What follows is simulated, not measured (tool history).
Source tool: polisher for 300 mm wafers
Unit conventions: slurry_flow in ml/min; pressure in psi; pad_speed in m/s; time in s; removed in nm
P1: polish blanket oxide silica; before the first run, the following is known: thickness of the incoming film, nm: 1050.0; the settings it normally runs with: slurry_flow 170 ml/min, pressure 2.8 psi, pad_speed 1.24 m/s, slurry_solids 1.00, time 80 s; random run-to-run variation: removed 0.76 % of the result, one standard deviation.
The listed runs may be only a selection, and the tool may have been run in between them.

Run 1, hour 5.8: slurry_flow 170 ml/min, pressure 2.8 psi, pad_speed 1.24 m/s, slurry_solids 1.00, time 80 s. Result: removed 191.92 nm.
Run 2, hour 12.5: slurry_flow 170 ml/min, pressure 3.9 psi, pad_speed 1.24 m/s, slurry_solids 1.00, time 80 s. Result: removed 263.74 nm.
Run 3, hour 23.0: slurry_flow 170 ml/min, pressure 2.8 psi, pad_speed 0.56 m/s, slurry_solids 1.00, time 80 s. Result: removed 100.32 nm.
Run 4, hour 29.7: slurry_flow 170 ml/min, pressure 2.8 psi, pad_speed 1.24 m/s, slurry_solids 1.00, time 80 s. Result: removed 189.49 nm.
At hour 35.4: slurry nozzle cleaned.
Run 5, hour 38.0: slurry_flow 255 ml/min, pressure 2.8 psi, pad_speed 1.24 m/s, slurry_solids 1.00, time 99 s. Result: removed 250.48 nm.
Run 6, hour 47.7: slurry_flow 170 ml/min, pressure 2.8 psi, pad_speed 1.24 m/s, slurry_solids 1.00, time 57 s. Result: removed 134.84 nm.
Run 7, hour 53.6: slurry_flow 170 ml/min, pressure 2.8 psi, pad_speed 0.84 m/s, slurry_solids 0.80, time 80 s. Result: removed 126.83 nm.
Run 8, hour 59.8: slurry_flow 100 ml/min, pressure 2.8 psi, pad_speed 1.24 m/s, slurry_solids 1.00, time 80 s. Result: removed 171.52 nm.
Run 9, hour 67.5: slurry_flow 170 ml/min, pressure 2.8 psi, pad_speed 1.24 m/s, slurry_solids 1.00, time 80 s. Result: removed 191.69 nm.
Run 10, hour 78.4: slurry_flow 170 ml/min, pressure 2.8 psi, pad_speed 1.24 m/s, slurry_solids 1.00, time 109 s. Result: removed 259.00 nm.
At hour 81.0: slurry blender recalibrated.
Run 11, hour 86.1: slurry_flow 170 ml/min, pressure 2.8 psi, pad_speed 1.24 m/s, slurry_solids 1.00, time 80 s. Result: removed 191.55 nm.
Run 12, hour 94.1: slurry_flow 215 ml/min, pressure 2.8 psi, pad_speed 1.24 m/s, slurry_solids 1.00, time 80 s. Result: removed 198.21 nm.
Run 13, hour 104.1: slurry_flow 170 ml/min, pressure 2.8 psi, pad_speed 1.24 m/s, slurry_solids 0.75, time 80 s. Result: removed 166.05 nm.
Run 14, hour 113.6: slurry_flow 170 ml/min, pressure 1.5 psi, pad_speed 1.24 m/s, slurry_solids 1.00, time 80 s. Result: removed 101.37 nm.
Run 15, hour 118.8: slurry_flow 170 ml/min, pressure 2.8 psi, pad_speed 1.24 m/s, slurry_solids 1.00, time 80 s. Result: removed 193.49 nm.
Run 16, hour 125.4: slurry_flow 170 ml/min, pressure 2.8 psi, pad_speed 1.88 m/s, slurry_solids 1.00, time 80 s. Result: removed 266.30 nm.
Run 17, hour 135.7: slurry_flow 170 ml/min, pressure 2.8 psi, pad_speed 1.24 m/s, slurry_solids 1.30, time 80 s. Result: removed 213.33 nm.
Run 18, hour 146.0: slurry_flow 170 ml/min, pressure 2.8 psi, pad_speed 1.24 m/s, slurry_solids 1.00, time 80 s. Result: removed 194.75 nm.
Run 19, hour 152.2: slurry_flow 170 ml/min, pressure 2.8 psi, pad_speed 1.24 m/s, slurry_solids 1.00, time 80 s. Result: removed 186.78 nm.
Run 20, hour 161.6: slurry_flow 170 ml/min, pressure 2.8 psi, pad_speed 1.24 m/s, slurry_solids 1.00, time 80 s. Result: removed 182.25 nm.
At hour 170.7: worn pad replaced by a new one.
At hour 171.7: slurry blender recalibrated.
Run 21, hour 171.8: slurry_flow 170 ml/min, pressure 2.8 psi, pad_speed 1.24 m/s, slurry_solids 1.00, time 80 s. Result: removed 181.04 nm.
At hour 174.6: conditioning disc replaced and pad reconditioned.
Run 22, hour 182.4: slurry_flow 170 ml/min, pressure 2.8 psi, pad_speed 1.24 m/s, slurry_solids 1.00, time 80 s. Result: removed 174.63 nm.
Run 23, hour 190.7: slurry_flow 170 ml/min, pressure 2.8 psi, pad_speed 1.24 m/s, slurry_solids 1.00, time 80 s. Result: removed 174.76 nm.
Run 24, hour 199.9: slurry_flow 170 ml/min, pressure 2.8 psi, pad_speed 1.24 m/s, slurry_solids 1.00, time 80 s. Result: removed 174.51 nm.
Run 25, hour 209.6: slurry_flow 170 ml/min, pressure 2.8 psi, pad_speed 1.24 m/s, slurry_solids 1.00, time 80 s. Result: removed 174.80 nm.
Run 26, hour 216.3: slurry_flow 170 ml/min, pressure 2.8 psi, pad_speed 1.24 m/s, slurry_solids 1.00, time 80 s. Result: removed 173.15 nm.

P1 no longer gives what it gave before; its output has crept away from where it was. The following 2 causes, each at its listed size, fit the log equally well:
A: slurry flow missing at the pad, % = 37.7
B: head's pressure below its setpoint, % = 8.75
The onset of the drift is placed at about hour 146.0.
Each remaining cause and why it is not a fit:
removal rate lost through wear of the pad, %: its service at hour 170.7 followed the start of the drift and did not put the process back to its old value
abrasive missing from the slurry, %: its service at hour 171.7 followed the start of the drift and did not put the process back to its old value
time polished since the conditioner stopped cutting, s: its service at hour 174.6 followed the start of the drift and did not put the process back to its old value

The list below offers 4 check runs, each averaging the results of 2 wafers, and shows each result as a question mark. For which of them would the listed causes give clearly different results?
Run check 1, hour 223.0: slurry_flow 170 ml/min, pressure 2.0 psi, pad_speed 0.62 m/s, slurry_solids 1.00, time 80 s. Result: removed ?.
Run check 2, hour 223.0: slurry_flow 170 ml/min, pressure 2.8 psi, pad_speed 1.24 m/s, slurry_solids 1.00, time 64 s. Result: removed ?.
Run check 3, hour 223.0: slurry_flow 110 ml/min, pressure 2.8 psi, pad_speed 1.24 m/s, slurry_solids 1.00, time 80 s. Result: removed ?.
Run check 4, hour 223.0: slurry_flow 170 ml/min, pressure 1.9 psi, pad_speed 1.24 m/s, slurry_solids 1.00, time 80 s. Result: removed ?.

Outcome of each check run for each possible cause:
  check   result     if A     if B
check 1  removed   71.520   71.529
check 2  removed  139.470  139.480
check 3  removed  153.690  160.500
check 4  removed  118.300  118.310
Per-check spread between the two closest causes, in the result where they differ most: check 1 0.01 %; check 2 0.01 %; check 3 4.33 %; check 4 0.01 %
Only check 3 tells the causes apart: in the others they would give nearly the same result.

Check 3 was carried out, with these results: removed 161.040 nm. Which of the listed causes is responsible?

B is the cause: head's pressure below its setpoint, %.

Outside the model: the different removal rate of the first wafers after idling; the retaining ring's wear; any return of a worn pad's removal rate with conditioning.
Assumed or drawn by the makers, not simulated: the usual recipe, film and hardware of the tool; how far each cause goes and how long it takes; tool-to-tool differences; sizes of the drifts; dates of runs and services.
